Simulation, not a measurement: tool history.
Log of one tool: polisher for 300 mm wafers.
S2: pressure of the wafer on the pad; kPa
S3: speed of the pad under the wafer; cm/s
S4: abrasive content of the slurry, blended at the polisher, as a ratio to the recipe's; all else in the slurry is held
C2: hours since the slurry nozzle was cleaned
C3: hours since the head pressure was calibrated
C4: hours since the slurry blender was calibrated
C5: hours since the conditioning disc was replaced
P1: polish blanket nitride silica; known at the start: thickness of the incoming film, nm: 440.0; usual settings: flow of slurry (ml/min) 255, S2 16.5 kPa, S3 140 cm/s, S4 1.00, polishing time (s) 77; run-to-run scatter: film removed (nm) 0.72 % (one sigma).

run 1 hour=18.0 | flow_of_slurry_(ml/min)=255 S2=16.5 S3=140 S4=1.00 polishing_time_(s)=77 | wafers_polished_on_this_pad=438 C2=354.1 C3=308.2 C4=121.9 C5=161.7 | film_removed_(nm)=42.184
run 2 hour=32.2 | flow_of_slurry_(ml/min)=405 S2=16.5 S3=140 S4=1.00 polishing_time_(s)=77 | wafers_polished_on_this_pad=576 C2=368.3 C3=322.4 C4=136.1 C5=175.9 | film_removed_(nm)=43.835
run 3 hour=41.1 | flow_of_slurry_(ml/min)=255 S2=16.5 S3=140 S4=0.50 polishing_time_(s)=77 | wafers_polished_on_this_pad=662 C2=377.2 C3=331.3 C4=145.0 C5=184.8 | film_removed_(nm)=29.096
run 4 hour=57.7 | flow_of_slurry_(ml/min)=255 S2=9.0 S3=140 S4=1.00 polishing_time_(s)=77 | wafers_polished_on_this_pad=823 C2=393.8 C3=347.9 C4=161.6 C5=201.4 | film_removed_(nm)=23.220
run 5 hour=69.7 | flow_of_slurry_(ml/min)=255 S2=16.5 S3=74 S4=1.00 polishing_time_(s)=77 | wafers_polished_on_this_pad=940 C2=405.8 C3=359.9 C4=173.6 C5=213.4 | film_removed_(nm)=25.708
run 6 hour=86.6 | flow_of_slurry_(ml/min)=255 S2=16.5 S3=140 S4=1.00 polishing_time_(s)=77 | wafers_polished_on_this_pad=1104 C2=422.7 C3=376.8 C4=190.5 C5=230.3 | film_removed_(nm)=42.284
run 7 hour=95.3 | flow_of_slurry_(ml/min)=155 S2=16.5 S3=140 S4=1.00 polishing_time_(s)=77 | wafers_polished_on_this_pad=1188 C2=431.4 C3=385.5 C4=199.2 C5=239.0 | film_removed_(nm)=40.342
run 8 hour=104.7 | flow_of_slurry_(ml/min)=255 S2=24.1 S3=98 S4=1.00 polishing_time_(s)=77 | wafers_polished_on_this_pad=1279 C2=440.8 C3=394.9 C4=208.6 C5=248.4 | film_removed_(nm)=47.458
run 9 hour=116.6 | flow_of_slurry_(ml/min)=255 S2=16.5 S3=140 S4=1.25 polishing_time_(s)=77 | wafers_polished_on_this_pad=1395 C2=452.7 C3=406.8 C4=220.5 C5=260.3 | film_removed_(nm)=46.809
run 10 hour=132.5 | flow_of_slurry_(ml/min)=255 S2=24.8 S3=140 S4=1.00 polishing_time_(s)=77 | wafers_polished_on_this_pad=1549 C2=468.6 C3=422.7 C4=236.4 C5=276.2 | film_removed_(nm)=64.280
run 11 hour=145.3 | flow_of_slurry_(ml/min)=255 S2=16.5 S3=140 S4=1.00 polishing_time_(s)=77 | wafers_polished_on_this_pad=1673 C2=481.4 C3=435.5 C4=249.2 C5=289.0 | film_removed_(nm)=42.597
run 12 hour=162.5 | flow_of_slurry_(ml/min)=255 S2=16.5 S3=140 S4=1.00 polishing_time_(s)=104 | wafers_polished_on_this_pad=1840 C2=498.6 C3=452.7 C4=266.4 C5=306.2 | film_removed_(nm)=57.386
run 13 hour=173.4 | flow_of_slurry_(ml/min)=255 S2=16.5 S3=140 S4=1.00 polishing_time_(s)=36 | wafers_polished_on_this_pad=1945 C2=509.5 C3=463.6 C4=277.3 C5=317.1 | film_removed_(nm)=20.140
run 14 hour=181.4 | flow_of_slurry_(ml/min)=255 S2=16.5 S3=218 S4=1.00 polishing_time_(s)=77 | wafers_polished_on_this_pad=2023 C2=517.5 C3=471.6 C4=285.3 C5=325.1 | film_removed_(nm)=61.290
run 15 hour=191.7 | flow_of_slurry_(ml/min)=255 S2=16.5 S3=140 S4=1.00 polishing_time_(s)=77 | wafers_polished_on_this_pad=2123 C2=527.8 C3=481.9 C4=295.6 C5=335.4 | film_removed_(nm)=42.762
run 16 hour=201.8 | flow_of_slurry_(ml/min)=255 S2=16.5 S3=140 S4=1.00 polishing_time_(s)=77 | wafers_polished_on_this_pad=2221 C2=537.9 C3=492.0 C4=305.7 C5=345.5 | film_removed_(nm)=42.882
run 17 hour=215.1 | flow_of_slurry_(ml/min)=255 S2=16.5 S3=140 S4=1.00 polishing_time_(s)=77 | wafers_polished_on_this_pad=2350 C2=551.2 C3=505.3 C4=319.0 C5=358.8 | film_removed_(nm)=42.446
run 18 hour=226.9 | flow_of_slurry_(ml/min)=255 S2=16.5 S3=140 S4=1.00 polishing_time_(s)=77 | wafers_polished_on_this_pad=2464 C2=563.0 C3=517.1 C4=330.8 C5=370.6 | film_removed_(nm)=42.223
run 19 hour=236.9 | flow_of_slurry_(ml/min)=255 S2=16.5 S3=140 S4=1.00 polishing_time_(s)=77 | wafers_polished_on_this_pad=2561 C2=573.0 C3=527.1 C4=340.8 C5=380.6 | film_removed_(nm)=41.121
run 20 hour=249.6 | flow_of_slurry_(ml/min)=255 S2=16.5 S3=140 S4=1.00 polishing_time_(s)=77 | wafers_polished_on_this_pad=2684 C2=585.7 C3=539.8 C4=353.5 C5=393.3 | film_removed_(nm)=38.660
-- hour=253.2 conditioning disc replaced and pad reconditioned
-- hour=255.6 slurry nozzle cleaned
-- hour=265.0 head pressure recalibrated
run 21 hour=266.2 | flow_of_slurry_(ml/min)=255 S2=16.5 S3=140 S4=1.00 polishing_time_(s)=77 | wafers_polished_on_this_pad=2845 C2=10.7 C3=1.3 C4=370.1 C5=13.1 | film_removed_(nm)=38.381
run 22 hour=274.4 | flow_of_slurry_(ml/min)=255 S2=16.5 S3=140 S4=1.00 polishing_time_(s)=77 | wafers_polished_on_this_pad=2925 C2=18.9 C3=9.5 C4=378.3 C5=21.3 | film_removed_(nm)=37.882
run 23 hour=282.7 | flow_of_slurry_(ml/min)=255 S2=16.5 S3=140 S4=1.00 polishing_time_(s)=77 | wafers_polished_on_this_pad=3005 C2=27.2 C3=17.8 C4=386.6 C5=29.6 | film_removed_(nm)=37.363
run 24 hour=296.1 | flow_of_slurry_(ml/min)=255 S2=16.5 S3=140 S4=1.00 polishing_time_(s)=77 | wafers_polished_on_this_pad=3135 C2=40.6 C3=31.2 C4=400.0 C5=43.0 | film_removed_(nm)=37.182

What P1 gives has crept away from where it was. These 2 causes fit the log equally well, each at the size given:
A: abrasive missing from the slurry, % = 23.6
B: removal rate lost through wear of the pad, % = 12.3
The creep began at about hour 226.9.
Why every other cause is out:
slurry flow missing at the pad, %: serviced at hour 255.6, which brought nothing back
head's pressure below its setpoint, %: serviced at hour 265.0, which brought nothing back
time polished since the conditioner stopped cutting, s: serviced at hour 253.2, which brought nothing back

4 check runs are offered, each on 5 wafers whose results are averaged, their results left as question marks. Which one tells the causes apart?
run check 1 hour=309.5 | flow_of_slurry_(ml/min)=255 S2=24.1 S3=176 S4=1.00 polishing_time_(s)=77 | film_removed_(nm)=?
run check 2 hour=309.5 | flow_of_slurry_(ml/min)=255 S2=20.0 S3=140 S4=1.00 polishing_time_(s)=77 | film_removed_(nm)=?
run check 3 hour=309.5 | flow_of_slurry_(ml/min)=255 S2=9.0 S3=140 S4=1.00 polishing_time_(s)=77 | film_removed_(nm)=?
run check 4 hour=309.5 | flow_of_slurry_(ml/min)=180 S2=16.5 S3=140 S4=0.65 polishing_time_(s)=77 | film_removed_(nm)=?

What each check would give under each cause:
check=check_1 result=film_removed_(nm) if_A=65.229 if_B=65.238
check=check_2 result=film_removed_(nm) if_A=45.005 if_B=45.012
check=check_3 result=film_removed_(nm) if_A=20.175 if_B=20.178
check=check_4 result=film_removed_(nm) if_A=27.842 if_B=28.655
How far apart the two closest causes lie, in the result that separates them most: check 1 0.01 %; check 2 0.01 %; check 3 0.01 %; check 4 2.88 %
Only check 4 tells the causes apart: in the others they would give nearly the same result.

Then check 4 was run and gave: film removed (nm) 27.719. Which cause is it?

It is A: abrasive missing from the slurry, %.
